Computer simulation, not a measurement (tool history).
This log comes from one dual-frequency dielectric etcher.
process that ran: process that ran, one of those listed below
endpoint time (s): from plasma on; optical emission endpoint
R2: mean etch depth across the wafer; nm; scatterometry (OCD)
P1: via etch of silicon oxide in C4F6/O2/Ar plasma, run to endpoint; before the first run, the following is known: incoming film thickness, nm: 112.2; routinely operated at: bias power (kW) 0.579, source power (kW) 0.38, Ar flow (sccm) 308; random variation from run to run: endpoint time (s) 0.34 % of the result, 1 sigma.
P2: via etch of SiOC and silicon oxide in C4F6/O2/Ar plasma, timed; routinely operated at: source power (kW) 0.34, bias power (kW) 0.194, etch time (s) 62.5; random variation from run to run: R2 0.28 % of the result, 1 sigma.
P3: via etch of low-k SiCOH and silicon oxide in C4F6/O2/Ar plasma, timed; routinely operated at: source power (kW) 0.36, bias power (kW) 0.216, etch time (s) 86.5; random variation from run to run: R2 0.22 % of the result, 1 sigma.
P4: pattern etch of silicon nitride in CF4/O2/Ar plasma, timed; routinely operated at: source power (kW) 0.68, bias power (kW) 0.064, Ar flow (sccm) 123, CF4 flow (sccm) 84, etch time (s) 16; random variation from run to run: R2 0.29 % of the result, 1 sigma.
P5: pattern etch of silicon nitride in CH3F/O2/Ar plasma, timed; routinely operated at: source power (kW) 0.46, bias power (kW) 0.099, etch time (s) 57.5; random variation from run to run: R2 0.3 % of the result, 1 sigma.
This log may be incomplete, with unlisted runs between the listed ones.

{"run": 1, "hour": 3.3, "process that ran": "P1", "bias power (kW)": 0.579, "source power (kW)": 0.38, "Ar flow (sccm)": 308, "endpoint time (s)": 23.437}
{"run": 2, "hour": 5.9, "process that ran": "P3", "bias power (kW)": 0.216, "source power (kW)": 0.36, "etch time (s)": 86.5, "R2": 242.51}
{"run": 3, "hour": 10.8, "process that ran": "P5", "bias power (kW)": 0.099, "source power (kW)": 0.46, "etch time (s)": 57.5, "R2": 46.654}
{"run": 4, "hour": 15.8, "process that ran": "P1", "bias power (kW)": 0.733, "source power (kW)": 0.38, "Ar flow (sccm)": 308, "endpoint time (s)": 21.303}
{"hour": 17.6, "done": "source power generator calibrated"}
{"run": 5, "hour": 20.9, "process that ran": "P1", "bias power (kW)": 0.579, "source power (kW)": 0.38, "Ar flow (sccm)": 308, "endpoint time (s)": 23.396}
{"run": 6, "hour": 24.0, "process that ran": "P1", "bias power (kW)": 0.579, "source power (kW)": 0.38, "Ar flow (sccm)": 200, "endpoint time (s)": 22.346}
{"run": 7, "hour": 29.0, "process that ran": "P1", "bias power (kW)": 0.36, "source power (kW)": 0.27, "Ar flow (sccm)": 308, "endpoint time (s)": 31.858}
{"run": 8, "hour": 34.8, "process that ran": "P4", "bias power (kW)": 0.064, "source power (kW)": 0.42, "Ar flow (sccm)": 123, "etch time (s)": 16, "CF4 flow (sccm)": 84, "R2": 26.898}
{"run": 9, "hour": 39.2, "process that ran": "P2", "bias power (kW)": 0.194, "source power (kW)": 0.34, "etch time (s)": 62.5, "R2": 67.935}
{"hour": 44.5, "done": "Ar flow controller replaced"}
{"run": 10, "hour": 44.5, "process that ran": "P2", "bias power (kW)": 0.194, "source power (kW)": 0.34, "etch time (s)": 48.5, "R2": 52.826}
{"hour": 45.3, "done": "bias power generator calibrated"}
{"run": 11, "hour": 47.1, "process that ran": "P4", "bias power (kW)": 0.064, "source power (kW)": 0.68, "Ar flow (sccm)": 123, "etch time (s)": 16, "CF4 flow (sccm)": 107, "R2": 41.748}
{"run": 12, "hour": 51.7, "process that ran": "P4", "bias power (kW)": 0.064, "source power (kW)": 0.68, "Ar flow (sccm)": 146, "etch time (s)": 16, "CF4 flow (sccm)": 84, "R2": 39.478}
{"run": 13, "hour": 56.4, "process that ran": "P1", "bias power (kW)": 0.418, "source power (kW)": 0.38, "Ar flow (sccm)": 308, "endpoint time (s)": 26.473}
{"run": 14, "hour": 61.3, "process that ran": "P2", "bias power (kW)": 0.194, "source power (kW)": 0.34, "etch time (s)": 62.5, "R2": 68.23}
{"run": 15, "hour": 66.3, "process that ran": "P2", "bias power (kW)": 0.271, "source power (kW)": 0.34, "etch time (s)": 62.5, "R2": 76.016}
{"run": 16, "hour": 69.1, "process that ran": "P1", "bias power (kW)": 0.579, "source power (kW)": 0.45, "Ar flow (sccm)": 256, "endpoint time (s)": 21.447}
{"run": 17, "hour": 73.1, "process that ran": "P4", "bias power (kW)": 0.086, "source power (kW)": 0.68, "Ar flow (sccm)": 123, "etch time (s)": 16, "CF4 flow (sccm)": 84, "R2": 45.85}
{"run": 18, "hour": 78.5, "process that ran": "P1", "bias power (kW)": 0.579, "source power (kW)": 0.23, "Ar flow (sccm)": 308, "endpoint time (s)": 28.215}
{"run": 19, "hour": 81.5, "process that ran": "P1", "bias power (kW)": 0.579, "source power (kW)": 0.38, "Ar flow (sccm)": 308, "endpoint time (s)": 23.575}
{"run": 20, "hour": 86.2, "process that ran": "P4", "bias power (kW)": 0.064, "source power (kW)": 0.68, "Ar flow (sccm)": 123, "etch time (s)": 16, "CF4 flow (sccm)": 84, "R2": 40.66}
{"run": 21, "hour": 91.2, "process that ran": "P1", "bias power (kW)": 0.579, "source power (kW)": 0.38, "Ar flow (sccm)": 308, "endpoint time (s)": 23.49}
{"run": 22, "hour": 94.6, "process that ran": "P3", "bias power (kW)": 0.216, "source power (kW)": 0.36, "etch time (s)": 111, "R2": 311.21}
{"run": 23, "hour": 98.6, "process that ran": "P1", "bias power (kW)": 0.579, "source power (kW)": 0.38, "Ar flow (sccm)": 434, "endpoint time (s)": 24.324}
{"run": 24, "hour": 103.7, "process that ran": "P5", "bias power (kW)": 0.138, "source power (kW)": 0.46, "etch time (s)": 57.5, "R2": 52.676}
{"run": 25, "hour": 108.3, "process that ran": "P4", "bias power (kW)": 0.064, "source power (kW)": 0.68, "Ar flow (sccm)": 123, "etch time (s)": 11, "CF4 flow (sccm)": 84, "R2": 27.835}
{"run": 26, "hour": 113.7, "process that ran": "P1", "bias power (kW)": 0.579, "source power (kW)": 0.48, "Ar flow (sccm)": 308, "endpoint time (s)": 21.515}
{"run": 27, "hour": 118.1, "process that ran": "P5", "bias power (kW)": 0.099, "source power (kW)": 0.27, "etch time (s)": 57.5, "R2": 38.282}
{"run": 28, "hour": 123.3, "process that ran": "P3", "bias power (kW)": 0.216, "source power (kW)": 0.28, "etch time (s)": 86.5, "R2": 220.1}
{"run": 29, "hour": 128.0, "process that ran": "P3", "bias power (kW)": 0.156, "source power (kW)": 0.36, "etch time (s)": 86.5, "R2": 218.72}
{"run": 30, "hour": 133.8, "process that ran": "P5", "bias power (kW)": 0.099, "source power (kW)": 0.46, "etch time (s)": 72.5, "R2": 58.86}
{"run": 31, "hour": 136.4, "process that ran": "P2", "bias power (kW)": 0.194, "source power (kW)": 0.46, "etch time (s)": 62.5, "R2": 76.465}
{"run": 32, "hour": 140.6, "process that ran": "P1", "bias power (kW)": 0.579, "source power (kW)": 0.38, "Ar flow (sccm)": 308, "endpoint time (s)": 23.48}
{"run": 33, "hour": 144.5, "process that ran": "P1", "bias power (kW)": 0.579, "source power (kW)": 0.38, "Ar flow (sccm)": 308, "endpoint time (s)": 23.458}
{"run": 34, "hour": 148.1, "process that ran": "P1", "bias power (kW)": 0.579, "source power (kW)": 0.38, "Ar flow (sccm)": 308, "endpoint time (s)": 23.485}
{"run": 35, "hour": 152.6, "process that ran": "P1", "bias power (kW)": 0.579, "source power (kW)": 0.38, "Ar flow (sccm)": 308, "endpoint time (s)": 23.742}
{"run": 36, "hour": 157.3, "process that ran": "P1", "bias power (kW)": 0.579, "source power (kW)": 0.38, "Ar flow (sccm)": 308, "endpoint time (s)": 23.682}
{"run": 37, "hour": 160.6, "process that ran": "P1", "bias power (kW)": 0.579, "source power (kW)": 0.38, "Ar flow (sccm)": 308, "endpoint time (s)": 23.751}
{"run": 38, "hour": 165.6, "process that ran": "P1", "bias power (kW)": 0.579, "source power (kW)": 0.38, "Ar flow (sccm)": 308, "endpoint time (s)": 23.631}
{"hour": 166.9, "done": "Ar flow controller replaced"}
{"run": 39, "hour": 169.6, "process that ran": "P1", "bias power (kW)": 0.579, "source power (kW)": 0.38, "Ar flow (sccm)": 308, "endpoint time (s)": 23.77}
{"hour": 171.7, "done": "wet clean of the chamber"}
{"run": 40, "hour": 173.6, "process that ran": "P1", "bias power (kW)": 0.579, "source power (kW)": 0.38, "Ar flow (sccm)": 308, "endpoint time (s)": 23.715}
{"run": 41, "hour": 177.1, "process that ran": "P1", "bias power (kW)": 0.579, "source power (kW)": 0.38, "Ar flow (sccm)": 308, "endpoint time (s)": 23.799}
{"run": 42, "hour": 182.4, "process that ran": "P1", "bias power (kW)": 0.579, "source power (kW)": 0.38, "Ar flow (sccm)": 308, "endpoint time (s)": 23.756}
{"run": 43, "hour": 185.7, "process that ran": "P1", "bias power (kW)": 0.579, "source power (kW)": 0.38, "Ar flow (sccm)": 308, "endpoint time (s)": 23.867}

The output of P1 has drifted from where it used to be. Each of the 2 causes below, taken at the size shown beside it, accounts for the log equally well:
A: bias power that arrives under what is set, % = 4.33
B: source power that arrives under what is set, % = 4.51
The drift started at roughly hour 140.6.
Ruled out, with reasons:
chamber walls in a state that lowers the etch rate, %: maintenance at hour 171.7, after the shift began, did not return the process to its former output
Ar flow that arrives over what is set, %: maintenance at hour 166.9, after the shift began, did not return the process to its former output

Of the 4 check runs listed below, each run on one wafer and each result written as a question mark, which would let you distinguish the listed causes because they would give clearly different results?
{"run": "check 1", "hour": 189.0, "process that ran": "P3", "bias power (kW)": 0.216, "source power (kW)": 0.36, "etch time (s)": 86.5, "R2": "?"}
{"run": "check 2", "hour": 189.0, "process that ran": "P4", "bias power (kW)": 0.064, "source power (kW)": 0.68, "Ar flow (sccm)": 123, "etch time (s)": 16, "CF4 flow (sccm)": 84, "R2": "?"}
{"run": "check 3", "hour": 189.0, "process that ran": "P5", "bias power (kW)": 0.099, "source power (kW)": 0.46, "etch time (s)": 57.5, "R2": "?"}
{"run": "check 4", "hour": 189.0, "process that ran": "P2", "bias power (kW)": 0.194, "source power (kW)": 0.34, "etch time (s)": 62.5, "R2": "?"}

Check results expected under each cause:
check=check_1 result=R2 if_A=238.89 if_B=238.13
check=check_2 result=R2 if_A=39.813 if_B=38.948
check=check_3 result=R2 if_A=46.025 if_B=45.968
check=check_4 result=R2 if_A=67.042 if_B=66.831
Per-check spread between the two closest causes, in the result where they differ most: check 1 0.32 %; check 2 2.2 %; check 3 0.12 %; check 4 0.32 %
Check 2 distinguishes between the causes, while the remaining checks would return nearly the same result for all of them.

After running check 2, the following was obtained: R2 39.702 nm. Which cause does this point to?

The correct cause is A, namely: bias power that arrives under what is set, %.

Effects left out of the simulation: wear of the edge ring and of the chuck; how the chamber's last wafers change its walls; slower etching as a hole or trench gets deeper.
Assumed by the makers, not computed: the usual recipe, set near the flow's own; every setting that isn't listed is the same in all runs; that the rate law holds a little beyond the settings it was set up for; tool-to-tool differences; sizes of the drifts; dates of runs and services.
